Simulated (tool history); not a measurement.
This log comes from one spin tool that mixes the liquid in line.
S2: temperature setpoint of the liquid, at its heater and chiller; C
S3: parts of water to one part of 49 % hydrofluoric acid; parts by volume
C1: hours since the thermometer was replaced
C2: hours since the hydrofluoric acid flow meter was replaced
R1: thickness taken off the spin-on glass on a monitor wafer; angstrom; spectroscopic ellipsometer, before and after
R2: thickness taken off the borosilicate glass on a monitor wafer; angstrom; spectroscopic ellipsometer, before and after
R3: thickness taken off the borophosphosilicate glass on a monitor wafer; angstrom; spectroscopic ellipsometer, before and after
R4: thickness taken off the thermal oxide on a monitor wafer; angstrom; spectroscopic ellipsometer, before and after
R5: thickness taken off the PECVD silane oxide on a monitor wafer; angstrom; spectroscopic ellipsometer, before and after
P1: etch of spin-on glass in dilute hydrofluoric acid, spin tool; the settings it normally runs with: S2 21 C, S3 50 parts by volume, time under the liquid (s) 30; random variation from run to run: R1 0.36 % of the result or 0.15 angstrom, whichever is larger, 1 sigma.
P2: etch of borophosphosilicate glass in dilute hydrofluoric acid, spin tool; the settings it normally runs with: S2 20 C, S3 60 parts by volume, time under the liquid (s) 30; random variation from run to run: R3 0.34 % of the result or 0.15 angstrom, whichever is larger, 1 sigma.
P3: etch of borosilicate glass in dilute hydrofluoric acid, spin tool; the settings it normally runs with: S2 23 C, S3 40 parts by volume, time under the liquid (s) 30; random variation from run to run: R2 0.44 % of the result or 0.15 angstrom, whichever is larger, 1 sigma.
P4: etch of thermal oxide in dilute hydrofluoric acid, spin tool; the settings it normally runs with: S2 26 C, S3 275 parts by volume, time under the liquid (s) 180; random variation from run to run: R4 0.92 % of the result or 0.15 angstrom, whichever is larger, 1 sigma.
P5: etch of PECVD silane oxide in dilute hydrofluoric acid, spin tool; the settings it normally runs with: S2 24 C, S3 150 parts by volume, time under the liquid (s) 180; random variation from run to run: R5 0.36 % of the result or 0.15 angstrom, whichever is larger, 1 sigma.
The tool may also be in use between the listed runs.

run 1 hour=6.8 | process_that_ran=P1 S2=21 S3=50 time_under_the_liquid_(s)=30 | C1=609.6 C2=214 | R1=223.08
run 2 hour=12.7 | process_that_ran=P3 S2=17 S3=40 time_under_the_liquid_(s)=30 | C1=615.5 C2=219.9 | R2=150.42
run 3 hour=23.3 | process_that_ran=P2 S2=20 S3=60 time_under_the_liquid_(s)=30 | C1=626.1 C2=230.5 | R3=154.32
run 4 hour=32.6 | process_that_ran=P4 S2=26 S3=275 time_under_the_liquid_(s)=180 | C1=635.4 C2=239.8 | R4=26.922
run 5 hour=39.7 | process_that_ran=P5 S2=24 S3=30 time_under_the_liquid_(s)=180 | C1=642.5 C2=246.9 | R5=1005.9
run 6 hour=45.7 | process_that_ran=P2 S2=20 S3=60 time_under_the_liquid_(s)=15 | C1=648.5 C2=252.9 | R3=76.888
run 7 hour=51.9 | process_that_ran=P5 S2=29 S3=150 time_under_the_liquid_(s)=180 | C1=654.7 C2=259.1 | R5=206.08
run 8 hour=61.6 | process_that_ran=P2 S2=20 S3=30 time_under_the_liquid_(s)=30 | C1=664.4 C2=268.8 | R3=319.45
run 9 hour=67.4 | process_that_ran=P1 S2=21 S3=50 time_under_the_liquid_(s)=15 | C1=670.2 C2=274.6 | R1=111.32
run 10 hour=75.9 | process_that_ran=P3 S2=23 S3=40 time_under_the_liquid_(s)=30 | C1=678.7 C2=283.1 | R2=194.51
run 11 hour=80.9 | process_that_ran=P1 S2=17 S3=50 time_under_the_liquid_(s)=45 | C1=683.7 C2=288.1 | R1=281.01
run 12 hour=88.8 | process_that_ran=P5 S2=24 S3=150 time_under_the_liquid_(s)=180 | C1=691.6 C2=296 | R5=172.26
run 13 hour=94.3 | process_that_ran=P1 S2=29.5 S3=50 time_under_the_liquid_(s)=30 | C1=697.1 C2=301.5 | R1=316.55
run 14 hour=101 | process_that_ran=P4 S2=32 S3=275 time_under_the_liquid_(s)=180 | C1=703.8 C2=308.2 | R4=33.102
run 15 hour=108 | process_that_ran=P1 S2=25 S3=50 time_under_the_liquid_(s)=15 | C1=710.8 C2=315.2 | R1=131.38
run 16 hour=118.2 | process_that_ran=P4 S2=26 S3=275 time_under_the_liquid_(s)=350 | C1=721 C2=325.4 | R4=53.539
run 17 hour=125.4 | process_that_ran=P4 S2=26 S3=395 time_under_the_liquid_(s)=180 | C1=728.2 C2=332.6 | R4=16.882
run 18 hour=134.8 | process_that_ran=P3 S2=23 S3=40 time_under_the_liquid_(s)=30 | C1=737.6 C2=342 | R2=195.99
run 19 hour=145.2 | process_that_ran=P1 S2=21 S3=50 time_under_the_liquid_(s)=30 | C1=748 C2=352.4 | R1=222.71
run 20 hour=155.1 | process_that_ran=P1 S2=21 S3=25 time_under_the_liquid_(s)=30 | C1=757.9 C2=362.3 | R1=461.57
run 21 hour=163.1 | process_that_ran=P1 S2=21 S3=50 time_under_the_liquid_(s)=30 | C1=765.9 C2=370.3 | R1=223.26
run 22 hour=170.3 | process_that_ran=P1 S2=17 S3=50 time_under_the_liquid_(s)=30 | C1=773.1 C2=377.5 | R1=188.54
run 23 hour=181 | process_that_ran=P1 S2=21 S3=50 time_under_the_liquid_(s)=55 | C1=783.8 C2=388.2 | R1=411.38
run 24 hour=187.8 | process_that_ran=P3 S2=23 S3=40 time_under_the_liquid_(s)=15 | C1=790.6 C2=395 | R2=98.104
run 25 hour=194 | process_that_ran=P1 S2=21 S3=30 time_under_the_liquid_(s)=55 | C1=796.8 C2=401.2 | R1=706.42
run 26 hour=204.3 | process_that_ran=P1 S2=21 S3=90 time_under_the_liquid_(s)=30 | C1=807.1 C2=411.5 | R1=118.62
run 27 hour=210 | process_that_ran=P3 S2=23 S3=20 time_under_the_liquid_(s)=30 | C1=812.8 C2=417.2 | R2=402.22
run 28 hour=216 | process_that_ran=P5 S2=24 S3=150 time_under_the_liquid_(s)=180 | C1=818.8 C2=423.2 | R5=172.78
run 29 hour=222.6 | process_that_ran=P5 S2=24 S3=150 time_under_the_liquid_(s)=360 | C1=825.4 C2=429.8 | R5=345.71
run 30 hour=230 | process_that_ran=P1 S2=21 S3=50 time_under_the_liquid_(s)=30 | C1=832.8 C2=437.2 | R1=223.68
run 31 hour=238.5 | process_that_ran=P1 S2=21 S3=50 time_under_the_liquid_(s)=30 | C1=841.3 C2=445.7 | R1=221.84
run 32 hour=244.2 | process_that_ran=P2 S2=17 S3=60 time_under_the_liquid_(s)=30 | C1=847 C2=451.4 | R3=134.86
run 33 hour=253.7 | process_that_ran=P1 S2=21 S3=50 time_under_the_liquid_(s)=30 | C1=856.5 C2=460.9 | R1=223.36
run 34 hour=262.5 | process_that_ran=P1 S2=21 S3=50 time_under_the_liquid_(s)=30 | C1=865.3 C2=469.7 | R1=215.73
run 35 hour=273.2 | process_that_ran=P1 S2=21 S3=50 time_under_the_liquid_(s)=30 | C1=876 C2=480.4 | R1=209.42
run 36 hour=281.7 | process_that_ran=P1 S2=21 S3=50 time_under_the_liquid_(s)=30 | C1=884.5 C2=488.9 | R1=206.54

Forecast run 37:
run 37 hour=289.6 | process_that_ran=P1 S2=21 S3=50 time_under_the_liquid_(s)=30 | C1=892.4 C2=496.8 | R1=?

R1: 204.35 angstrom
